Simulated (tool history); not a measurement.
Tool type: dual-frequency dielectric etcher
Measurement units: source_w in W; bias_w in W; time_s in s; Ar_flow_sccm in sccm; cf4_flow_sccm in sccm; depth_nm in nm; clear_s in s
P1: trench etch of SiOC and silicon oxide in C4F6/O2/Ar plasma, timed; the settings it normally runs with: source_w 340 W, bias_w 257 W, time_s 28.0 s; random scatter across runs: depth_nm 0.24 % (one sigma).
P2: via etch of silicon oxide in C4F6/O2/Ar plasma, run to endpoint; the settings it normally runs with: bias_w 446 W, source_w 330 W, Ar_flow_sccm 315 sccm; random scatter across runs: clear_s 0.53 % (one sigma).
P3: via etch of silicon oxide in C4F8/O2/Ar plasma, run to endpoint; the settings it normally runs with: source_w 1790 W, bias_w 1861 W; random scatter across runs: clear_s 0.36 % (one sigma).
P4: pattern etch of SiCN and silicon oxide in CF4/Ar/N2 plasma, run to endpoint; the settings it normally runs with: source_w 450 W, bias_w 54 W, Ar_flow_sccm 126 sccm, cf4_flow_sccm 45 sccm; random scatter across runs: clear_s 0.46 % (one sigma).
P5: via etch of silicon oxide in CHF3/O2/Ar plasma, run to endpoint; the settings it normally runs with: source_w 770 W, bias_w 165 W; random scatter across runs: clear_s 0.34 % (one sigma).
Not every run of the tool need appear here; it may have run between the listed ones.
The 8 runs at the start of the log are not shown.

run   hour  process  source_w  bias_w  time_s  Ar_flow_sccm  cf4_flow_sccm  hours since the last wet clean  hours since the last source power generator calibration  hours since the last bias power generator calibration  depth_nm   clear_s
  9   42.1       P1       340     257    28.0                                                        300.0                                                   1149.3                                                 2100.5    59.350
 10   47.0       P1       340     257    28.0                                                        304.9                                                   1154.2                                                 2105.4    59.292
 11   53.3       P5      1060     165                                                                311.2                                                   1160.5                                                 2111.7            245.4100
 12   58.0       P1       340     257    28.0                                                        315.9                                                   1165.2                                                 2116.4    59.361
 13   61.5       P5       770     165                                                                319.4                                                   1168.7                                                 2119.9            279.2000
 14   67.0       P1       460     257    28.0                                                        324.9                                                   1174.2                                                 2125.4    66.545
 15   70.0       P2       330     446                   223                                          327.9                                                   1177.2                                                 2128.4             37.6610
 16   75.4       P1       340     257    20.5                                                        333.3                                                   1182.6                                                 2133.8    43.558
 17   79.3       P1       280     257    28.0                                                        337.2                                                   1186.5                                                 2137.7    55.013
 18   83.4       P4       450      54                   126             45                           341.3                                                   1190.6                                                 2141.8             12.0930
 19   86.7       P2       390     446                   315                                          344.6                                                   1193.9                                                 2145.1             37.0070
 20   91.0       P3      1790    1861                                                                348.9                                                   1198.2                                                 2149.4            315.2600
      92.4  -- bias power generator calibrated
 21   97.1       P4       450      54                   126             63                           355.0                                                   1204.3                                                    4.8             11.2940
 22  100.8       P4       450      54                    85             45                           358.7                                                   1208.0                                                    8.5             11.2160
 23  106.4       P4       450      54                   126             45                           364.3                                                   1213.6                                                   14.1             11.9860
 24  110.0       P1       340     257    28.0                                                        367.9                                                   1217.2                                                   17.7    59.306
 25  114.9       P1       340     200    28.0                                                        372.8                                                   1222.1                                                   22.6    54.508
 26  120.6       P3      1790    1861                                                                378.5                                                   1227.8                                                   28.3            314.0000
     123.0  -- wet clean of the chamber
 27  123.9       P3      1420    1861                                                                  0.9                                                   1231.1                                                   31.6            343.9600
 28  128.0       P1       340     315    28.0                                                          5.0                                                   1235.2                                                   35.7    63.739
 29  132.6       P1       400     358    28.0                                                          9.6                                                   1239.8                                                   40.3    70.885

For run 30, what comes out?
 30  138.0       P4       450      39                   126             45                            15.0                                                   1245.2                                                   45.7                  ?

clear_s: 13.5750 s
